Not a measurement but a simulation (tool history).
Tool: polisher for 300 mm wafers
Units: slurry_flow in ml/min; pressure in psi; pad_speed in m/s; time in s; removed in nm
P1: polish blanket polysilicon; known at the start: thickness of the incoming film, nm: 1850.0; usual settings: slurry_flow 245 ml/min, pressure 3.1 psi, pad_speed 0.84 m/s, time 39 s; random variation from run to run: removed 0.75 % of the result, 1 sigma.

run 1 hour=10.5 | slurry_flow=245 pressure=3.1 pad_speed=0.84 time=39 | removed=341.55
run 2 hour=17.1 | slurry_flow=145 pressure=3.1 pad_speed=0.84 time=39 | removed=316.58
run 3 hour=23.8 | slurry_flow=340 pressure=3.1 pad_speed=0.84 time=39 | removed=349.12
run 4 hour=35.3 | slurry_flow=245 pressure=4.9 pad_speed=0.84 time=39 | removed=539.01
run 5 hour=47.3 | slurry_flow=335 pressure=3.1 pad_speed=1.22 time=39 | removed=514.34
run 6 hour=54.5 | slurry_flow=245 pressure=3.1 pad_speed=0.84 time=39 | removed=343.09
-- hour=55.7 head pressure recalibrated
run 7 hour=61.1 | slurry_flow=245 pressure=1.7 pad_speed=0.84 time=39 | removed=188.4
run 8 hour=69.1 | slurry_flow=245 pressure=3.1 pad_speed=0.84 time=27 | removed=237.46
run 9 hour=74.4 | slurry_flow=245 pressure=3.1 pad_speed=0.84 time=39 | removed=338.31
run 10 hour=81.4 | slurry_flow=245 pressure=3.1 pad_speed=0.5 time=56 | removed=292.08
run 11 hour=87.3 | slurry_flow=245 pressure=3.1 pad_speed=0.52 time=39 | removed=211.89
run 12 hour=92.8 | slurry_flow=245 pressure=3.1 pad_speed=0.84 time=39 | removed=336.18
run 13 hour=104.3 | slurry_flow=245 pressure=3.1 pad_speed=0.84 time=39 | removed=336.68
run 14 hour=110.6 | slurry_flow=245 pressure=3.1 pad_speed=0.84 time=49 | removed=428.12
run 15 hour=118.7 | slurry_flow=175 pressure=3.1 pad_speed=0.84 time=53 | removed=446.32
run 16 hour=125.1 | slurry_flow=245 pressure=3.1 pad_speed=0.84 time=39 | removed=339.55
run 17 hour=133.8 | slurry_flow=245 pressure=3.1 pad_speed=1.14 time=39 | removed=463.13

Forecast run 18:
run 18 hour=141.8 | slurry_flow=245 pressure=3.1 pad_speed=0.84 time=39 | removed=?

removed: 335.57 nm
